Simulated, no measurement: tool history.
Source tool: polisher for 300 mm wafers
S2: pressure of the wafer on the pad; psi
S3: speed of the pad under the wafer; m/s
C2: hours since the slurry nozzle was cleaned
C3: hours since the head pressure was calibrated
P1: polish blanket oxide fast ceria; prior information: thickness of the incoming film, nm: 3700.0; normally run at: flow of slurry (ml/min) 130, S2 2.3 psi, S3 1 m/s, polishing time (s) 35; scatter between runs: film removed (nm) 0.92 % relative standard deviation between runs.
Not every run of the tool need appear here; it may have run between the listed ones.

Run 1, hour 12.9: flow of slurry (ml/min) 130, S2 2.3 psi, S3 1 m/s, polishing time (s) 35; wafers polished on this pad 833; C2 248.2; C3 150.8. Result: film removed (nm) 458.95.
Run 2, hour 24.2: flow of slurry (ml/min) 130, S2 2.3 psi, S3 1 m/s, polishing time (s) 35; wafers polished on this pad 944; C2 259.5; C3 162.1. Result: film removed (nm) 456.34.
At hour 37.7: head pressure recalibrated.
Run 3, hour 37.7: flow of slurry (ml/min) 130, S2 2.3 psi, S3 1 m/s, polishing time (s) 35; wafers polished on this pad 1076; C2 273; C3 0. Result: film removed (nm) 455.34.
Run 4, hour 48: flow of slurry (ml/min) 185, S2 2.3 psi, S3 1 m/s, polishing time (s) 35; wafers polished on this pad 1177; C2 283.3; C3 10.3. Result: film removed (nm) 486.77.
Run 5, hour 56.5: flow of slurry (ml/min) 130, S2 2.3 psi, S3 1 m/s, polishing time (s) 51; wafers polished on this pad 1261; C2 291.8; C3 18.8. Result: film removed (nm) 667.78.
Run 6, hour 67: flow of slurry (ml/min) 130, S2 3.5 psi, S3 1 m/s, polishing time (s) 16; wafers polished on this pad 1364; C2 302.3; C3 29.3. Result: film removed (nm) 312.22.
Run 7, hour 78.7: flow of slurry (ml/min) 130, S2 2.3 psi, S3 0.6 m/s, polishing time (s) 35; wafers polished on this pad 1479; C2 314; C3 41. Result: film removed (nm) 274.77.
Run 8, hour 92.5: flow of slurry (ml/min) 180, S2 2.3 psi, S3 1 m/s, polishing time (s) 19; wafers polished on this pad 1614; C2 327.8; C3 54.8. Result: film removed (nm) 259.73.
At hour 92.6: worn pad replaced by a new one.
Run 9, hour 107.8: flow of slurry (ml/min) 130, S2 2.3 psi, S3 1.58 m/s, polishing time (s) 35; wafers polished on this pad 149; C2 343.1; C3 70.1. Result: film removed (nm) 711.71.
Run 10, hour 122.2: flow of slurry (ml/min) 130, S2 2.3 psi, S3 1 m/s, polishing time (s) 35; wafers polished on this pad 290; C2 357.5; C3 84.5. Result: film removed (nm) 451.07.
Run 11, hour 136.2: flow of slurry (ml/min) 130, S2 2.3 psi, S3 1 m/s, polishing time (s) 35; wafers polished on this pad 427; C2 371.5; C3 98.5. Result: film removed (nm) 450.69.
Run 12, hour 151.5: flow of slurry (ml/min) 80, S2 2.3 psi, S3 1 m/s, polishing time (s) 35; wafers polished on this pad 578; C2 386.8; C3 113.8. Result: film removed (nm) 409.41.
Run 13, hour 164.7: flow of slurry (ml/min) 130, S2 2.3 psi, S3 1 m/s, polishing time (s) 19; wafers polished on this pad 707; C2 400; C3 127. Result: film removed (nm) 243.1.

Expected results for the next run?
Run 14, hour 179.2: flow of slurry (ml/min) 130, S2 1.2 psi, S3 1 m/s, polishing time (s) 35; wafers polished on this pad 849; C2 414.5; C3 141.5. Result: film removed (nm) ?.

film removed (nm): 237.65

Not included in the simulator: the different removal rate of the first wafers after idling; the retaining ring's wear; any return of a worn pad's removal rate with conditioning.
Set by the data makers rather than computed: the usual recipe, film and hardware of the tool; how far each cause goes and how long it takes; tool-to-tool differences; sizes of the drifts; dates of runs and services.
